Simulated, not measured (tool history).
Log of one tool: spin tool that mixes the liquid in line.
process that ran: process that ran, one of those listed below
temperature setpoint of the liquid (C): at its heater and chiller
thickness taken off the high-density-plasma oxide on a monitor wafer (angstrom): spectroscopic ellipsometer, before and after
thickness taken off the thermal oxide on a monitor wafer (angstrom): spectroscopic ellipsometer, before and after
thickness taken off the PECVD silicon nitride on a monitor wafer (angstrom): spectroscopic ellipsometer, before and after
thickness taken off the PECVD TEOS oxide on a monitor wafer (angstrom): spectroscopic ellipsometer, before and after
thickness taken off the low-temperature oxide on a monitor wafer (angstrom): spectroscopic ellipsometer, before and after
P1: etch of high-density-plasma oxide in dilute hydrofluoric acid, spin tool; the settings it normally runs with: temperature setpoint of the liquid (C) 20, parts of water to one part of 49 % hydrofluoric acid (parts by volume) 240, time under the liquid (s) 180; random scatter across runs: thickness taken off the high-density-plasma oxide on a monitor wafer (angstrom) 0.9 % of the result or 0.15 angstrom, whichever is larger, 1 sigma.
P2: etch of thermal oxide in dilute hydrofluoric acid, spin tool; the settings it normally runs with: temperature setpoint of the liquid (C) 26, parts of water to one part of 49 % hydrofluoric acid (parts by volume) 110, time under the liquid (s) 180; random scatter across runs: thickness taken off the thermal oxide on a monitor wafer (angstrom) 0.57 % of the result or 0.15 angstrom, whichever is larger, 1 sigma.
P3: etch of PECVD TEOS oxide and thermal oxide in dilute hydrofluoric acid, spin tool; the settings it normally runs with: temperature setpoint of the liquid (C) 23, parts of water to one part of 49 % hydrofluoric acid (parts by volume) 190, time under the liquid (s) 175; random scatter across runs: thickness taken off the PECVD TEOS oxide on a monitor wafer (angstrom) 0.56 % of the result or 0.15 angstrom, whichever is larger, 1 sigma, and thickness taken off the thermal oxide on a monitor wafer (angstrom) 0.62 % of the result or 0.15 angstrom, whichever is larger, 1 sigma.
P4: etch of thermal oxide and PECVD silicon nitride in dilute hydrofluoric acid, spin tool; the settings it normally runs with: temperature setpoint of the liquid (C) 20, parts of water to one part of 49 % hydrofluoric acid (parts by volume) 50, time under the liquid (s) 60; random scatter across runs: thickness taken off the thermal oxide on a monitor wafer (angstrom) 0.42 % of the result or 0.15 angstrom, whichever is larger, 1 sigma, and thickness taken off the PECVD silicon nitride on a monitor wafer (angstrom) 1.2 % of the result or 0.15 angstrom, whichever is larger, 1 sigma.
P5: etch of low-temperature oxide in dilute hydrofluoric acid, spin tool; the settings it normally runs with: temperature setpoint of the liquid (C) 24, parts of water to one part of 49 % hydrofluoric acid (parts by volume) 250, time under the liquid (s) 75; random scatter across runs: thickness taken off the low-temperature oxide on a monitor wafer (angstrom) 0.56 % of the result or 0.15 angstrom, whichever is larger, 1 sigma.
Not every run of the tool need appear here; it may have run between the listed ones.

run,day,process that ran,temperature setpoint of the liquid (C),parts of water to one part of 49 % hydrofluoric acid (parts by volume),time under the liquid (s),hours since the thermometer was replaced,hours since the hydrofluoric acid flow meter was replaced,thickness taken off the high-density-plasma oxide on a monitor wafer (angstrom),thickness taken off the thermal oxide on a monitor wafer (angstrom),thickness taken off the PECVD silicon nitride on a monitor wafer (angstrom),thickness taken off the PECVD TEOS oxide on a monitor wafer (angstrom),thickness taken off the low-temperature oxide on a monitor wafer (angstrom)
1,0.133,P1,20,240,180,314.7,319.7,28.583,,,,
2,0.354,P4,17,50,60,320,325,,43.54,17.072,,
3,0.558,P3,23,190,175,324.9,329.9,,42.162,,67.133,
4,0.771,P1,20,240,180,330,335,28.124,,,,
5,1.021,P2,30,110,180,336,341,,95.168,,,
6,1.192,P1,23.5,320,180,340.1,345.1,22.92,,,,
7,1.421,P3,23,190,40,345.6,350.6,,9.7407,,15.328,
8,1.612,P1,20,240,180,350.2,355.2,28.758,,,,
9,1.779,P1,20,240,180,354.2,359.2,28.371,,,,
10,1.912,P4,20,50,60,357.4,362.4,,48.974,20.983,,
11,2.075,P1,20,365,180,361.3,366.3,17.109,,,,
12,2.2,P2,26,110,180,364.3,369.3,,81.699,,,
# day 2.275: thermometer replaced
13,2.321,P1,28.5,240,180,1.2,372.2,38.224,,,,
14,2.562,P3,28.5,190,175,7,378,,51.811,,82.631,
15,2.683,P4,20,50,60,9.9,380.9,,49.085,20.728,,
16,2.846,P1,20,115,180,13.8,384.8,66.809,,,,
17,3.05,P2,26,30,180,18.7,389.7,,337.91,,,
18,3.271,P4,20,85,60,24,395,,27.234,12.186,,
19,3.421,P5,30,250,75,27.6,398.6,,,,,55.428
20,3.558,P5,24,105,75,30.9,401.9,,,,,125.81
21,3.704,P2,26,110,270,34.4,405.4,,123.06,,,
22,3.846,P5,24,250,30,37.8,408.8,,,,,18.075
23,4,P3,23,190,175,41.5,412.5,,41.987,,67.635,
24,4.171,P5,24,250,75,45.6,416.6,,,,,44.648
25,4.362,P1,20,240,355,50.2,421.2,56.333,,,,
26,4.554,P5,24,250,75,54.8,425.8,,,,,44.5
27,4.812,P1,20,130,95,61,432,30.36,,,,
28,5.004,P1,20,240,60,65.6,436.6,9.4818,,,,
29,5.246,P4,20,50,100,71.4,442.4,,81.9,34.65,,
30,5.412,P3,23,305,175,75.4,446.4,,23.441,,37.344,
31,5.658,P1,17,240,180,81.3,452.3,25.351,,,,

What does the tool deliver on the next run?
32,5.796,P1,20,240,180,84.6,455.6,?,,,,

thickness taken off the high-density-plasma oxide on a monitor wafer (angstrom): 28.298
